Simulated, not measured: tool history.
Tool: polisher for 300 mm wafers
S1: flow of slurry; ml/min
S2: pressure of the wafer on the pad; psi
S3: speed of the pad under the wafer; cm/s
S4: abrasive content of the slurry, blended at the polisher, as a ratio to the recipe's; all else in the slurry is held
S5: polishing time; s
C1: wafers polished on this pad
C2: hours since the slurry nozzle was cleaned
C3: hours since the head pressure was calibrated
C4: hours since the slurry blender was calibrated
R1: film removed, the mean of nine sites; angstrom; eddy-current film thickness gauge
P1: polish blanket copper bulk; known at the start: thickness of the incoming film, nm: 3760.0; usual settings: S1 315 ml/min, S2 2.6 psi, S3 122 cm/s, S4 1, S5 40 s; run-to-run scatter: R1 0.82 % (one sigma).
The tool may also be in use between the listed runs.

| run | hour | S1 | S2 | S3 | S4 | S5 | C1 | C2 | C3 | C4 | R1 |
|---|---|---|---|---|---|---|---|---|---|---|---|
| 1 | 4.1 | 315 | 2.6 | 122 | 1 | 40 | 217 | 131.1 | 845.9 | 112.5 | 3935.5 |
| 2 | 7.4 | 315 | 2.6 | 122 | 0.7 | 40 | 259 | 134.4 | 849.2 | 115.8 | 3694.6 |
| 3 | 10.6 | 315 | 2.6 | 122 | 1 | 40 | 299 | 137.6 | 852.4 | 119 | 3980 |
| 4 | 12.9 | 315 | 2.6 | 122 | 1 | 40 | 328 | 139.9 | 854.7 | 121.3 | 3896.1 |
|  | 14.8 | head pressure recalibrated |
| 5 | 17.9 | 315 | 1.4 | 122 | 1 | 40 | 391 | 144.9 | 3.2 | 126.3 | 2121.8 |
| 6 | 21 | 420 | 2.6 | 122 | 1 | 40 | 430 | 148 | 6.3 | 129.4 | 4032.2 |
| 7 | 25.2 | 315 | 2.6 | 122 | 1 | 18 | 482 | 152.2 | 10.5 | 133.6 | 1764.6 |
| 8 | 28.1 | 315 | 2.6 | 122 | 1 | 40 | 519 | 155.1 | 13.4 | 136.5 | 4031.5 |
| 9 | 33.1 | 190 | 2.6 | 122 | 1 | 40 | 582 | 160.1 | 18.4 | 141.5 | 3780.7 |
| 10 | 37.5 | 315 | 4 | 122 | 1 | 40 | 637 | 164.5 | 22.8 | 145.9 | 6146.7 |
| 11 | 40.9 | 315 | 2.6 | 176 | 1 | 54 | 680 | 167.9 | 26.2 | 149.3 | 7640.8 |
| 12 | 44.3 | 315 | 2.6 | 122 | 1 | 40 | 723 | 171.3 | 29.6 | 152.7 | 3970.3 |
| 13 | 47.3 | 315 | 2.6 | 122 | 1 | 63 | 761 | 174.3 | 32.6 | 155.7 | 6186.2 |
| 14 | 49.7 | 315 | 2.6 | 122 | 0.6 | 18 | 791 | 176.7 | 35 | 158.1 | 1627.4 |
| 15 | 52.9 | 315 | 2.6 | 56 | 1 | 40 | 831 | 179.9 | 38.2 | 161.3 | 1841.6 |
| 16 | 56.6 | 315 | 2.6 | 164 | 1 | 40 | 878 | 183.6 | 41.9 | 165 | 5357.8 |
| 17 | 60.4 | 315 | 2.6 | 122 | 1.25 | 40 | 925 | 187.4 | 45.7 | 168.8 | 4164.3 |
| 18 | 65.5 | 315 | 2.6 | 122 | 1 | 40 | 989 | 192.5 | 50.8 | 173.9 | 3989.6 |
| 19 | 69.1 | 315 | 2.6 | 122 | 1 | 40 | 1035 | 196.1 | 54.4 | 177.5 | 3943.7 |
| 20 | 71.5 | 315 | 2.6 | 122 | 1 | 40 | 1065 | 198.5 | 56.8 | 179.9 | 3914.6 |
| 21 | 75.7 | 315 | 2.6 | 122 | 1 | 40 | 1118 | 202.7 | 61 | 184.1 | 3863.5 |
| 22 | 80.5 | 315 | 2.6 | 122 | 1 | 40 | 1178 | 207.5 | 65.8 | 188.9 | 3888.8 |
| 23 | 84.3 | 315 | 2.6 | 122 | 1 | 40 | 1226 | 211.3 | 69.6 | 192.7 | 3796.4 |
|  | 87 | slurry blender recalibrated |
|  | 87.9 | head pressure recalibrated |
| 24 | 88.8 | 315 | 2.6 | 122 | 1 | 40 | 1283 | 215.8 | 0.9 | 1.9 | 3841.7 |
| 25 | 92.6 | 315 | 2.6 | 122 | 1 | 40 | 1330 | 219.6 | 4.7 | 5.7 | 3816.8 |
| 26 | 95.5 | 315 | 2.6 | 122 | 1 | 40 | 1367 | 222.5 | 7.6 | 8.6 | 3807.6 |
| 27 | 99.4 | 315 | 2.6 | 122 | 1 | 40 | 1416 | 226.4 | 11.5 | 12.5 | 3839.9 |
| 28 | 103 | 315 | 2.6 | 122 | 1 | 40 | 1461 | 230 | 15.1 | 16.1 | 3756.3 |
| 29 | 107.9 | 315 | 2.6 | 122 | 1 | 40 | 1523 | 234.9 | 20 | 21 | 3819.4 |

What P1 gives has crept away from where it was. These 2 causes fit the log equally well, each at the size given:
A: slurry flow missing at the pad, % = 37.1
B: removal rate lost through wear of the pad, % = 4.86
The creep began at about hour 65.5.
Why every other cause is out:
head's pressure below its setpoint, %: serviced at hour 87.9, which brought nothing back
abrasive missing from the slurry, %: serviced at hour 87, which brought nothing back

4 check runs are offered, each on 5 wafers whose results are averaged, their results left as question marks. Which one tells the causes apart?
| check 1 | 112.8 | 315 | 1.7 | 122 | 1 | 29 |  |  |  |  | ? |
| check 2 | 112.8 | 380 | 2.6 | 158 | 1 | 40 |  |  |  |  | ? |
| check 3 | 112.8 | 190 | 3.2 | 122 | 1 | 40 |  |  |  |  | ? |
| check 4 | 112.8 | 315 | 4 | 122 | 1 | 60 |  |  |  |  | ? |

What each check would give under each cause:
| check | result | if A | if B |
|---|---|---|---|
| check 1 | R1 | 1793.6 | 1793.7 |
| check 2 | R1 | 5013.4 | 4972.8 |
| check 3 | R1 | 4273.6 | 4405.3 |
| check 4 | R1 | 8731.4 | 8732 |
How far apart the two closest causes lie, in the result that separates them most: check 1 0.01 %; check 2 0.81 %; check 3 3.04 %; check 4 0.01 %
Only check 3 tells the causes apart: in the others they would give nearly the same result.

Then check 3 was run and gave: R1 4272.2 angstrom. Which cause is it?

It is A: slurry flow missing at the pad, %.
